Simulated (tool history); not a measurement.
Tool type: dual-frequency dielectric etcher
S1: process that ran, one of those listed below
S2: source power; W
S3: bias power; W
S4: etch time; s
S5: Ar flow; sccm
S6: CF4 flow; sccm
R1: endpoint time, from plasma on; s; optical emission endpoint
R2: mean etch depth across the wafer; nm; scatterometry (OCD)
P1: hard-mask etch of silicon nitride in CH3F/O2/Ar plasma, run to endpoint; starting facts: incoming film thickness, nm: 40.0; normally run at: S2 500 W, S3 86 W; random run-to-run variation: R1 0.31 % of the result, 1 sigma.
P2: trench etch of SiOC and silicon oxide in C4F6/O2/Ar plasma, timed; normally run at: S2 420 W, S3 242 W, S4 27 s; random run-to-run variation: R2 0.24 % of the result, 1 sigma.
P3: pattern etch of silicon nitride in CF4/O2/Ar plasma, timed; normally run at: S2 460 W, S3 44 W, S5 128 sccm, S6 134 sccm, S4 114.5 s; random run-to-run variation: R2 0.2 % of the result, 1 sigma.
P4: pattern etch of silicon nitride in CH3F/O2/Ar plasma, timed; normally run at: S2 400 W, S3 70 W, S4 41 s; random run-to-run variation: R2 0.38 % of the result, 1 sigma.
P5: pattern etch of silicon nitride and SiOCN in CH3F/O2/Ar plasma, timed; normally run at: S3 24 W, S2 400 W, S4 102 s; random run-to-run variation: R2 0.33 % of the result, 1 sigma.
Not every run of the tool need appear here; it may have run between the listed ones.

run 1 hour=6 | S1=P1 S2=500 S3=86 | R1=49.974
run 2 hour=14.6 | S1=P5 S2=400 S3=24 S4=102 | R2=13.879
run 3 hour=23.6 | S1=P3 S2=460 S3=44 S4=114.5 S5=128 S6=134 | R2=200.52
run 4 hour=32.2 | S1=P4 S2=400 S3=70 S4=22.5 | R2=14.911
run 5 hour=42.5 | S1=P1 S2=500 S3=86 | R1=50.421
run 6 hour=49.8 | S1=P3 S2=460 S3=44 S4=114.5 S5=128 S6=134 | R2=201.12
run 7 hour=55.4 | S1=P1 S2=500 S3=69 | R1=53.987
run 8 hour=65.1 | S1=P3 S2=270 S3=44 S4=114.5 S5=128 S6=134 | R2=126.31
run 9 hour=72.7 | S1=P3 S2=460 S3=44 S4=144 S5=128 S6=134 | R2=252.31
run 10 hour=82.9 | S1=P2 S2=250 S3=242 S4=27 | R2=48.467
run 11 hour=92.4 | S1=P1 S2=500 S3=86 | R1=49.987
run 12 hour=103.1 | S1=P1 S2=500 S3=120 | R1=44.636
run 13 hour=112.4 | S1=P4 S2=400 S3=70 S4=41 | R2=27.431
run 14 hour=120.4 | S1=P4 S2=400 S3=70 S4=41 | R2=27.449
run 15 hour=125.9 | S1=P1 S2=350 S3=86 | R1=57.157
run 16 hour=132.4 | S1=P2 S2=420 S3=242 S4=33 | R2=72.358
run 17 hour=143.7 | S1=P1 S2=640 S3=86 | R1=45.508
run 18 hour=153.4 | S1=P3 S2=460 S3=55 S4=114.5 S5=128 S6=134 | R2=218.61
run 19 hour=159.6 | S1=P3 S2=460 S3=44 S4=114.5 S5=85 S6=134 | R2=210.54
run 20 hour=168.6 | S1=P5 S2=400 S3=17 S4=102 | R2=11.999
run 21 hour=173.8 | S1=P1 S2=360 S3=61 | R1=63.958
run 22 hour=183 | S1=P4 S2=400 S3=41 S4=41 | R2=23.165
run 23 hour=188.3 | S1=P2 S2=420 S3=242 S4=27 | R2=59.077
run 24 hour=194.2 | S1=P3 S2=460 S3=44 S4=114.5 S5=128 S6=84 | R2=188.73
run 25 hour=201.7 | S1=P2 S2=420 S3=147 S4=27 | R2=50.528
run 26 hour=207.8 | S1=P1 S2=500 S3=86 | R1=50.289
run 27 hour=217.5 | S1=P1 S2=500 S3=86 | R1=50.368
run 28 hour=224 | S1=P5 S2=400 S3=24 S4=56 | R2=7.6333
run 29 hour=230.1 | S1=P5 S2=550 S3=24 S4=102 | R2=15.579
-- hour=230.5 wet clean of the chamber
run 30 hour=240.2 | S1=P4 S2=290 S3=70 S4=41 | R2=24.178
run 31 hour=250.9 | S1=P5 S2=400 S3=24 S4=102 | R2=13.957
run 32 hour=256.5 | S1=P1 S2=500 S3=86 | R1=50.292
run 33 hour=262.6 | S1=P1 S2=500 S3=86 | R1=50.061
run 34 hour=271.3 | S1=P1 S2=500 S3=86 | R1=50.143
run 35 hour=278.6 | S1=P1 S2=500 S3=86 | R1=49.849
run 36 hour=288.5 | S1=P1 S2=500 S3=86 | R1=49.37
run 37 hour=296.9 | S1=P1 S2=500 S3=86 | R1=49.478
-- hour=303.7 wet clean of the chamber
run 38 hour=305.5 | S1=P1 S2=500 S3=86 | R1=49.448

For run 39, what comes out?
run 39 hour=316.1 | S1=P1 S2=500 S3=86 | R1=?

R1: 49.098 s
